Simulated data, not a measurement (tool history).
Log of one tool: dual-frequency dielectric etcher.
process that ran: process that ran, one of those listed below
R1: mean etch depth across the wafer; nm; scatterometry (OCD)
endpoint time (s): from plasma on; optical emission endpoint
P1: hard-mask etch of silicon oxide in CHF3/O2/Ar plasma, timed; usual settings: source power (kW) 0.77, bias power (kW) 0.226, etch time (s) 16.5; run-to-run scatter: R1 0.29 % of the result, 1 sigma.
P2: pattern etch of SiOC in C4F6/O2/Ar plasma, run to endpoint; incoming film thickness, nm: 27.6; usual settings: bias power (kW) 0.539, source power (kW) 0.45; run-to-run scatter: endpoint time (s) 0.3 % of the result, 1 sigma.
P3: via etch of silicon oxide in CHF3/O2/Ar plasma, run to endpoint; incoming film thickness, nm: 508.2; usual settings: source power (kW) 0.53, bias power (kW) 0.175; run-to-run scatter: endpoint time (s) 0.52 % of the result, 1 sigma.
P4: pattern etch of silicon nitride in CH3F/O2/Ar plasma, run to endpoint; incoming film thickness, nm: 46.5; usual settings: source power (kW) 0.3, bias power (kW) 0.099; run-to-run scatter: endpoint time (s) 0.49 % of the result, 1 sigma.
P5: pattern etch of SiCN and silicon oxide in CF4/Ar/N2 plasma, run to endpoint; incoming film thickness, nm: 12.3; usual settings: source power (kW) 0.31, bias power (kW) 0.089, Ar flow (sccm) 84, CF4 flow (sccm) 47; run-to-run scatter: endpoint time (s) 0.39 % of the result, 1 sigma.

Run 1, hour 6.6: process that ran P1, source power (kW) 0.77, bias power (kW) 0.226, etch time (s) 16.5. Result: R1 40.745 nm.
Run 2, hour 13.5: process that ran P5, source power (kW) 0.31, bias power (kW) 0.089, Ar flow (sccm) 84, CF4 flow (sccm) 38. Result: endpoint time (s) 19.368.
Run 3, hour 20.5: process that ran P1, source power (kW) 0.77, bias power (kW) 0.226, etch time (s) 25. Result: R1 61.776 nm.
Run 4, hour 26.3: process that ran P5, source power (kW) 0.31, bias power (kW) 0.089, Ar flow (sccm) 118, CF4 flow (sccm) 47. Result: endpoint time (s) 19.507.
Run 5, hour 30.2: process that ran P1, source power (kW) 0.77, bias power (kW) 0.275, etch time (s) 21.5. Result: R1 57.167 nm.
Run 6, hour 35.8: process that ran P1, source power (kW) 0.77, bias power (kW) 0.226, etch time (s) 16.5. Result: R1 40.745 nm.
Run 7, hour 43.3: process that ran P1, source power (kW) 0.58, bias power (kW) 0.226, etch time (s) 16.5. Result: R1 36.712 nm.
Run 8, hour 51.8: process that ran P2, source power (kW) 0.45, bias power (kW) 0.418. Result: endpoint time (s) 9.3831.
Run 9, hour 57.6: process that ran P5, source power (kW) 0.31, bias power (kW) 0.089, Ar flow (sccm) 84, CF4 flow (sccm) 47. Result: endpoint time (s) 18.756.
Run 10, hour 63.1: process that ran P4, source power (kW) 0.3, bias power (kW) 0.064. Result: endpoint time (s) 76.5.
Run 11, hour 67.7: process that ran P4, source power (kW) 0.19, bias power (kW) 0.099. Result: endpoint time (s) 77.885.
Run 12, hour 75.1: process that ran P1, source power (kW) 0.77, bias power (kW) 0.226, etch time (s) 16.5. Result: R1 40.705 nm.
Run 13, hour 82: process that ran P5, source power (kW) 0.4, bias power (kW) 0.089, Ar flow (sccm) 84, CF4 flow (sccm) 47. Result: endpoint time (s) 14.964.
At hour 82.2: wet clean of the chamber.
Run 14, hour 87.9: process that ran P1, source power (kW) 1.01, bias power (kW) 0.226, etch time (s) 16.5. Result: R1 45.337 nm.
Run 15, hour 93.3: process that ran P3, source power (kW) 0.53, bias power (kW) 0.234. Result: endpoint time (s) 235.96.
Run 16, hour 97.5: process that ran P1, source power (kW) 0.77, bias power (kW) 0.275, etch time (s) 16.5. Result: R1 43.642 nm.
Run 17, hour 103.4: process that ran P2, source power (kW) 0.62, bias power (kW) 0.539. Result: endpoint time (s) 7.5422.
Run 18, hour 107.6: process that ran P3, source power (kW) 0.74, bias power (kW) 0.175. Result: endpoint time (s) 230.97.
Run 19, hour 115.9: process that ran P5, source power (kW) 0.31, bias power (kW) 0.089, Ar flow (sccm) 84, CF4 flow (sccm) 47. Result: endpoint time (s) 18.571.
Run 20, hour 121.1: process that ran P3, source power (kW) 0.53, bias power (kW) 0.175. Result: endpoint time (s) 261.38.
Run 21, hour 128.2: process that ran P1, source power (kW) 0.77, bias power (kW) 0.226, etch time (s) 10.5. Result: R1 26.066 nm.
At hour 129.4: bias power generator calibrated.
Run 22, hour 136.2: process that ran P4, source power (kW) 0.3, bias power (kW) 0.099. Result: endpoint time (s) 65.95.
Run 23, hour 143.6: process that ran P1, source power (kW) 0.77, bias power (kW) 0.187, etch time (s) 11.5. Result: R1 26.76 nm.
Run 24, hour 149.7: process that ran P1, source power (kW) 0.77, bias power (kW) 0.226, etch time (s) 16.5. Result: R1 40.777 nm.
Run 25, hour 158.2: process that ran P2, source power (kW) 0.45, bias power (kW) 0.539. Result: endpoint time (s) 8.5831.
Run 26, hour 166.6: process that ran P1, source power (kW) 0.77, bias power (kW) 0.15, etch time (s) 16.5. Result: R1 35.622 nm.
Run 27, hour 170.9: process that ran P1, source power (kW) 0.77, bias power (kW) 0.226, etch time (s) 16.5. Result: R1 40.747 nm.
Run 28, hour 176.8: process that ran P5, source power (kW) 0.31, bias power (kW) 0.059, Ar flow (sccm) 84, CF4 flow (sccm) 47. Result: endpoint time (s) 21.615.
Run 29, hour 185.3: process that ran P1, source power (kW) 0.77, bias power (kW) 0.226, etch time (s) 16.5. Result: R1 40.868 nm.
Run 30, hour 192.9: process that ran P1, source power (kW) 0.77, bias power (kW) 0.226, etch time (s) 16.5. Result: R1 40.306 nm.
Run 31, hour 199.8: process that ran P1, source power (kW) 0.77, bias power (kW) 0.226, etch time (s) 16.5. Result: R1 40.134 nm.
Run 32, hour 204.3: process that ran P1, source power (kW) 0.77, bias power (kW) 0.226, etch time (s) 16.5. Result: R1 40.073 nm.
At hour 206.9: wet clean of the chamber.
Run 33, hour 209.1: process that ran P1, source power (kW) 0.77, bias power (kW) 0.226, etch time (s) 16.5. Result: R1 40.107 nm.
Run 34, hour 214.6: process that ran P1, source power (kW) 0.77, bias power (kW) 0.226, etch time (s) 16.5. Result: R1 40.248 nm.
Run 35, hour 221.4: process that ran P1, source power (kW) 0.77, bias power (kW) 0.226, etch time (s) 16.5. Result: R1 40.085 nm.
Run 36, hour 227.1: process that ran P1, source power (kW) 0.77, bias power (kW) 0.226, etch time (s) 16.5. Result: R1 40.006 nm.

What P1 gives has crept away from where it was. These 2 causes fit the log equally well, each at the size given:
A: source power that arrives under what is set, % = 4.45
B: bias power that arrives under what is set, % = 4.9
The creep began at about hour 185.3.
Why every other cause is out:
chamber walls in a state that lowers the etch rate, %: serviced at hour 206.9, which brought nothing back

4 check runs are offered, each on 2 wafers whose results are averaged, their results left as question marks. Which one tells the causes apart?
Run check 1, hour 232.8: process that ran P4, source power (kW) 0.21, bias power (kW) 0.064. Result: endpoint time (s) ?.
Run check 2, hour 232.8: process that ran P3, source power (kW) 0.67, bias power (kW) 0.219. Result: endpoint time (s) ?.
Run check 3, hour 232.8: process that ran P2, source power (kW) 0.62, bias power (kW) 0.539. Result: endpoint time (s) ?.
Run check 4, hour 232.8: process that ran P5, source power (kW) 0.31, bias power (kW) 0.066, Ar flow (sccm) 116, CF4 flow (sccm) 47. Result: endpoint time (s) ?.

What each check would give under each cause:
  check             result    if A    if B
check 1  endpoint time (s)  89.686  89.722
check 2  endpoint time (s)  227.03  227.05
check 3  endpoint time (s)  7.7067  7.7193
check 4  endpoint time (s)  22.749  22.274
How far apart the two closest causes lie, in the result that separates them most: check 1 0.04 %; check 2 0.01 %; check 3 0.16 %; check 4 2.11 %
Check 4 tells the causes apart: in the others they would give nearly the same result.

Check 4 was then run and gave: endpoint time (s) 22.825. Which cause is it?

It is A: source power that arrives under what is set, %.
